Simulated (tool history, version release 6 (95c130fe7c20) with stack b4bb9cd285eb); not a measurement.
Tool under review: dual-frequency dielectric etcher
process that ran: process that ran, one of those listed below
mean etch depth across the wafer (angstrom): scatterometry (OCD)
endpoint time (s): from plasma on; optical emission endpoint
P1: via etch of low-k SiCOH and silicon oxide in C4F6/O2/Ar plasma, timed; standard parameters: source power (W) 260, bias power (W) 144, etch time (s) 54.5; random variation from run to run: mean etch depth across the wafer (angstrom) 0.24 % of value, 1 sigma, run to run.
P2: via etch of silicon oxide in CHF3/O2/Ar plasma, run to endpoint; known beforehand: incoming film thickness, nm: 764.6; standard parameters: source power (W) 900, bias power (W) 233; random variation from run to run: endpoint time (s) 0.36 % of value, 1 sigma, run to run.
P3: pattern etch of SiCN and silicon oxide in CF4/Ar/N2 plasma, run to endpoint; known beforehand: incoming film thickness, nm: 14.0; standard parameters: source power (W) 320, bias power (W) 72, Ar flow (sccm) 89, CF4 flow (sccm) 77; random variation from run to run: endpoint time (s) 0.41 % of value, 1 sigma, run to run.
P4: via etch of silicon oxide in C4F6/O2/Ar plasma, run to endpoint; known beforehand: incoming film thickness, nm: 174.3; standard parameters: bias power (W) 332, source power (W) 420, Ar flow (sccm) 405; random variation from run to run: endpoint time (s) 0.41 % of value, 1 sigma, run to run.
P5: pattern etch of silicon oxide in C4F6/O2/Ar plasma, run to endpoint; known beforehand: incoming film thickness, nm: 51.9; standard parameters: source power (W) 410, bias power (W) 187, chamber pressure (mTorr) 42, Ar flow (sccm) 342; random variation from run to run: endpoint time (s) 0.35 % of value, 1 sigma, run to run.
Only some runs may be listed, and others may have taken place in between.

run	hour	process that ran	source power (W)	bias power (W)	etch time (s)	chamber pressure (mTorr)	Ar flow (sccm)	CF4 flow (sccm)	mean etch depth across the wafer (angstrom)	endpoint time (s)
1	14.7	P1	260	144	54.5				1115.8	
2	29.6	P5	410	187		42	342			17.426
3	44.7	P1	260	144	32.5				665.31	
4	62	P5	300	187		42	342			19.681
5	78.7	P4	520	332			405			41.092
6	96.3	P4	420	412			405			40.996
7	103.9	P4	420	332			405			44.328
8	120.1	P3	320	72			89	77		20.772
9	128.3	P5	410	187		42	206			16.434
10	138.3	P5	410	262		42	342			15.602
11	149	P1	260	144	54.5				1116.8	
12	166.4	P2	900	141						354.81
13	176.2	P1	260	144	54.5				1117	
14	188.9	P1	170	144	54.5				942.22	
# hour 191.4: source power generator calibrated
15	203.1	P1	330	144	33.5				751.2	
16	217.2	P1	260	144	54.5				1112.4	
17	230.9	P5	410	187		26.5	342			16.482
18	239	P1	260	144	54.5				1112.8	
19	254.1	P4	420	332			405			44.454
20	264.5	P1	260	144	54.5				1116.2	
21	275.6	P2	900	233						302.25
22	290.7	P3	320	47			89	77		23.819
23	299.9	P1	260	114	54.5				1041.2	
24	312.1	P1	260	178	54.5				1189.5	
25	323.5	P1	260	144	74				1510.3	
26	340.6	P4	420	332			327			43.278
27	356	P1	340	144	54.5				1237.5	
28	365	P2	1230	233						269.4
29	379.7	P3	320	72			89	47		22.223
30	391.1	P1	260	109	79.5				1491.7	
31	402.3	P3	440	72			89	77		15.72
32	410.1	P3	320	72			56	77		19.765
33	420.3	P1	260	144	54.5				1111.4	
34	428.3	P1	260	144	54.5				1121.9	
35	446	P1	260	144	54.5				1130.4	
36	462.2	P1	260	144	54.5				1128.8	
37	475.1	P1	260	144	54.5				1130	
# hour 478.1: wet clean of the chamber
38	490	P1	260	144	54.5				1130.5	
39	501.4	P1	260	144	54.5				1127.5	

What P1 gives has crept off from where it sat before. The 2 causes that follow fit the log equally well, each at the size noted:
A: bias power that arrives over what is set, % = 4.86
B: source power that arrives over what is set, % = 3.86
The onset of the drift is placed at about hour 420.3.
All other causes, with the reason each is excluded:
chamber walls in a state that raises the etch rate, %: serviced at hour 478.1, after the drift had started, without restoring the earlier output

Which of the check runs below tells the causes apart, meaning the causes would give it clearly different results? Each run uses 3 wafers whose results are averaged, and each result is shown as a question mark.
check 1	512.8	P4	420	389			405			?
check 2	512.8	P5	410	245		42	260			?
check 3	512.8	P2	900	156						?
check 4	512.8	P3	320	49			62	77		?

How each check would come out, cause by cause:
check	result	if A	if B
check 1	endpoint time (s)	41.243	41.365
check 2	endpoint time (s)	15.228	15.251
check 3	endpoint time (s)	339.99	340.1
check 4	endpoint time (s)	22.042	21.603
Separation of the two closest causes in each check, using whichever result separates them best: check 1 0.3 %; check 2 0.15 %; check 3 0.03 %; check 4 2.01 %
Check 4 distinguishes between the causes, while the remaining checks would return nearly the same result for all of them.

Check 4 was carried out, with these results: endpoint time (s) 21.633. Which of the listed causes is responsible?

It was cause B: source power that arrives over what is set, %.
